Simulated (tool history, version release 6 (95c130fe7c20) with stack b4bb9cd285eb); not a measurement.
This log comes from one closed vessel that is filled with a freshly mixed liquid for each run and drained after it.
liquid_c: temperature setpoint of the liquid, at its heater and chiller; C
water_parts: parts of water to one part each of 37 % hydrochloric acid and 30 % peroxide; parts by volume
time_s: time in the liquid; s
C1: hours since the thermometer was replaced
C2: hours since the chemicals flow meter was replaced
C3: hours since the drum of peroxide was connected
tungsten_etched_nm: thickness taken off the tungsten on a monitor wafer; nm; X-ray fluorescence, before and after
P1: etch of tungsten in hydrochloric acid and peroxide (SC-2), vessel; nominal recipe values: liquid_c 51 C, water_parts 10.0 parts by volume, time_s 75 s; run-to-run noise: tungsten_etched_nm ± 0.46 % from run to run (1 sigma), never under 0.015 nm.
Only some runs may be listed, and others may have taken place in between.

Run 1, hour 6.9: liquid_c 51 C, water_parts 10.0 parts by volume, time_s 75 s; C1 988.0; C2 633.2; C3 140.0. Result: tungsten_etched_nm 30.7130 nm.
Run 2, hour 19.6: liquid_c 65 C, water_parts 10.0 parts by volume, time_s 75 s; C1 1000.7; C2 645.9; C3 152.7. Result: tungsten_etched_nm 74.2680 nm.
Run 3, hour 32.7: liquid_c 51 C, water_parts 17.5 parts by volume, time_s 30 s; C1 1013.8; C2 659.0; C3 165.8. Result: tungsten_etched_nm 7.5623 nm.
Run 4, hour 43.6: liquid_c 51 C, water_parts 6.5 parts by volume, time_s 30 s; C1 1024.7; C2 669.9; C3 176.7. Result: tungsten_etched_nm 17.3190 nm.
Run 5, hour 52.9: liquid_c 51 C, water_parts 10.0 parts by volume, time_s 140 s; C1 1034.0; C2 679.2; C3 186.0. Result: tungsten_etched_nm 57.3190 nm.
Run 6, hour 63.1: liquid_c 51 C, water_parts 10.0 parts by volume, time_s 75 s; C1 1044.2; C2 689.4; C3 196.2. Result: tungsten_etched_nm 30.7860 nm.
Run 7, hour 75.3: liquid_c 51 C, water_parts 17.5 parts by volume, time_s 75 s; C1 1056.4; C2 701.6; C3 208.4. Result: tungsten_etched_nm 18.7520 nm.
Run 8, hour 88.2: liquid_c 51 C, water_parts 6.0 parts by volume, time_s 30 s; C1 1069.3; C2 714.5; C3 221.3. Result: tungsten_etched_nm 18.3340 nm.
Run 9, hour 95.4: liquid_c 51 C, water_parts 10.0 parts by volume, time_s 75 s; C1 1076.5; C2 721.7; C3 228.5. Result: tungsten_etched_nm 30.7590 nm.
Run 10, hour 105.5: liquid_c 51 C, water_parts 10.0 parts by volume, time_s 30 s; C1 1086.6; C2 731.8; C3 238.6. Result: tungsten_etched_nm 12.1710 nm.
Run 11, hour 116.0: liquid_c 51 C, water_parts 4.0 parts by volume, time_s 75 s; C1 1097.1; C2 742.3; C3 249.1. Result: tungsten_etched_nm 61.0720 nm.
Run 12, hour 130.4: liquid_c 35 C, water_parts 10.0 parts by volume, time_s 75 s; C1 1111.5; C2 756.7; C3 263.5. Result: tungsten_etched_nm 10.0090 nm.
Run 13, hour 143.0: liquid_c 51 C, water_parts 10.0 parts by volume, time_s 75 s; C1 1124.1; C2 769.3; C3 276.1. Result: tungsten_etched_nm 30.5740 nm.

Predict the results of run 14:
Run 14, hour 151.5: liquid_c 51 C, water_parts 10.0 parts by volume, time_s 75 s; C1 1132.6; C2 777.8; C3 284.6. Result: tungsten_etched_nm ?.

tungsten_etched_nm: 30.3310 nm

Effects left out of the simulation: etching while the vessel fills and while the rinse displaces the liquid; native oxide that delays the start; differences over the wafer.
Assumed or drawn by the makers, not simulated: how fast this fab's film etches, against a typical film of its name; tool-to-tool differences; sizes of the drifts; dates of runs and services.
